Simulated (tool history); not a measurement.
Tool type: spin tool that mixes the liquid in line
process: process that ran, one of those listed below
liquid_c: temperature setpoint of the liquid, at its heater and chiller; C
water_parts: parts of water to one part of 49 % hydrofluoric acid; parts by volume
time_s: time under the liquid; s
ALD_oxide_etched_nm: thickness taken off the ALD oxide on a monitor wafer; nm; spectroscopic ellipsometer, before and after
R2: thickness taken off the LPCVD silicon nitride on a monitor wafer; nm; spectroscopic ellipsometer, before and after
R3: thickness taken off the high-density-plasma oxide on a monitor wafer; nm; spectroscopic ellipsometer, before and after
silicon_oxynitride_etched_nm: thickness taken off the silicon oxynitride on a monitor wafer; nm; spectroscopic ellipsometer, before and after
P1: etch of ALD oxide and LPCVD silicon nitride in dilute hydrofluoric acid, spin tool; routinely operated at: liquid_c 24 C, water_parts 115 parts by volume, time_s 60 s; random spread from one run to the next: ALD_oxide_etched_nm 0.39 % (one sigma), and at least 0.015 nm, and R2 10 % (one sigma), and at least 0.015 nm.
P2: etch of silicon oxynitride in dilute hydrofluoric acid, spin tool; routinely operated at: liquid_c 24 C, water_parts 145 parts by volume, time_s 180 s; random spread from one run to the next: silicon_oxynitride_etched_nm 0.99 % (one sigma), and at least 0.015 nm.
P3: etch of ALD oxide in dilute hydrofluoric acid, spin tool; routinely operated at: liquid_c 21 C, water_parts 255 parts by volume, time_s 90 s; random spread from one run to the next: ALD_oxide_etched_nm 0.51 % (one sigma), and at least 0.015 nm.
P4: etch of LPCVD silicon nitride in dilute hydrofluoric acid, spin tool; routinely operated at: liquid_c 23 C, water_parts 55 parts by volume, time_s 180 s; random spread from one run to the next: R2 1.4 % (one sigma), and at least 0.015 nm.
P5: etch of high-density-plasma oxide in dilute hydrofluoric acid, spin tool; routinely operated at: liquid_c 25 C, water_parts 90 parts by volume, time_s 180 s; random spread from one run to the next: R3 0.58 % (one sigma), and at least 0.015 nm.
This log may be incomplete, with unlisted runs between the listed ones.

run 1 hour=8.5 | process=P1 liquid_c=24 water_parts=115 time_s=60 | ALD_oxide_etched_nm=7.0557 R2=0.23446
run 2 hour=22.3 | process=P1 liquid_c=24 water_parts=170 time_s=60 | ALD_oxide_etched_nm=4.4801 R2=0.15621
run 3 hour=34.3 | process=P1 liquid_c=31 water_parts=115 time_s=60 | ALD_oxide_etched_nm=9.2212 R2=0.35176
run 4 hour=43.4 | process=P5 liquid_c=25 water_parts=90 time_s=300 | R3=29.554
run 5 hour=54.9 | process=P3 liquid_c=21 water_parts=255 time_s=90 | ALD_oxide_etched_nm=8.6091
run 6 hour=67.3 | process=P2 liquid_c=17 water_parts=145 time_s=180 | silicon_oxynitride_etched_nm=1.5244
run 7 hour=75.5 | process=P3 liquid_c=21 water_parts=255 time_s=40 | ALD_oxide_etched_nm=3.7999
run 8 hour=84.8 | process=P5 liquid_c=30.5 water_parts=90 time_s=180 | R3=21.951
run 9 hour=91.5 | process=P1 liquid_c=24 water_parts=115 time_s=60 | ALD_oxide_etched_nm=7.0941 R2=0.29054
run 10 hour=98.6 | process=P3 liquid_c=21 water_parts=50 time_s=90 | ALD_oxide_etched_nm=54.432
run 11 hour=106.3 | process=P1 liquid_c=24 water_parts=115 time_s=15 | ALD_oxide_etched_nm=1.7682 R2=0.088627
run 12 hour=112.3 | process=P4 liquid_c=23 water_parts=30 time_s=180 | R2=2.5118
run 13 hour=120 | process=P3 liquid_c=17 water_parts=255 time_s=90 | ALD_oxide_etched_nm=7.2991
run 14 hour=127 | process=P2 liquid_c=24 water_parts=145 time_s=180 | silicon_oxynitride_etched_nm=2.1274
run 15 hour=136.8 | process=P2 liquid_c=24 water_parts=145 time_s=180 | silicon_oxynitride_etched_nm=2.0883
run 16 hour=148.7 | process=P5 liquid_c=25 water_parts=90 time_s=180 | R3=17.766
run 17 hour=156.4 | process=P5 liquid_c=25 water_parts=125 time_s=180 | R3=12.211
run 18 hour=167.9 | process=P2 liquid_c=24 water_parts=210 time_s=180 | silicon_oxynitride_etched_nm=1.3408
run 19 hour=180.5 | process=P5 liquid_c=25 water_parts=90 time_s=180 | R3=17.715
run 20 hour=192 | process=P1 liquid_c=24 water_parts=115 time_s=60 | ALD_oxide_etched_nm=6.9835 R2=0.27364
run 21 hour=199 | process=P4 liquid_c=23 water_parts=55 time_s=350 | R2=2.7034
run 22 hour=209.4 | process=P1 liquid_c=24 water_parts=30 time_s=60 | ALD_oxide_etched_nm=30.111 R2=0.89178
run 23 hour=216.1 | process=P4 liquid_c=17 water_parts=55 time_s=180 | R2=0.93225
run 24 hour=225.8 | process=P4 liquid_c=23 water_parts=55 time_s=180 | R2=1.4036
run 25 hour=238.5 | process=P1 liquid_c=19.5 water_parts=115 time_s=35 | ALD_oxide_etched_nm=3.4464 R2=0.079474
run 26 hour=250.1 | process=P1 liquid_c=24 water_parts=115 time_s=60 | ALD_oxide_etched_nm=7.0694 R2=0.27035
run 27 hour=260.2 | process=P1 liquid_c=24 water_parts=115 time_s=110 | ALD_oxide_etched_nm=13.007 R2=0.55752
run 28 hour=271.6 | process=P2 liquid_c=24 water_parts=145 time_s=320 | silicon_oxynitride_etched_nm=3.7651
run 29 hour=281 | process=P1 liquid_c=24 water_parts=115 time_s=60 | ALD_oxide_etched_nm=7.0274 R2=0.24927
run 30 hour=289.6 | process=P1 liquid_c=17.5 water_parts=115 time_s=60 | ALD_oxide_etched_nm=5.3999 R2=0.15096
run 31 hour=297.2 | process=P4 liquid_c=23 water_parts=55 time_s=180 | R2=1.4379
run 32 hour=310.4 | process=P1 liquid_c=24 water_parts=115 time_s=60 | ALD_oxide_etched_nm=7.0522 R2=0.18207
run 33 hour=322.6 | process=P1 liquid_c=24 water_parts=115 time_s=60 | ALD_oxide_etched_nm=7.2021 R2=0.24163
run 34 hour=332 | process=P1 liquid_c=24 water_parts=115 time_s=60 | ALD_oxide_etched_nm=7.3036 R2=0.22508
run 35 hour=342.1 | process=P1 liquid_c=24 water_parts=115 time_s=60 | ALD_oxide_etched_nm=7.3122 R2=0.24348
run 36 hour=355.3 | process=P1 liquid_c=24 water_parts=115 time_s=60 | ALD_oxide_etched_nm=7.3323 R2=0.25822
run 37 hour=362.1 | process=P1 liquid_c=24 water_parts=115 time_s=60 | ALD_oxide_etched_nm=7.3942 R2=0.25467
run 38 hour=368.6 | process=P1 liquid_c=24 water_parts=115 time_s=60 | ALD_oxide_etched_nm=7.4755 R2=0.28151
run 39 hour=379.5 | process=P1 liquid_c=24 water_parts=115 time_s=60 | ALD_oxide_etched_nm=7.4154 R2=0.26523
run 40 hour=391.3 | process=P1 liquid_c=24 water_parts=115 time_s=60 | ALD_oxide_etched_nm=7.3982 R2=0.2599

Run 41, settings as shown, results not yet in. Your forecast:
run 41 hour=404.1 | process=P1 liquid_c=24 water_parts=115 time_s=60 | ALD_oxide_etched_nm=? R2=?

ALD_oxide_etched_nm: 7.4024 nm
R2: 0.26259 nm
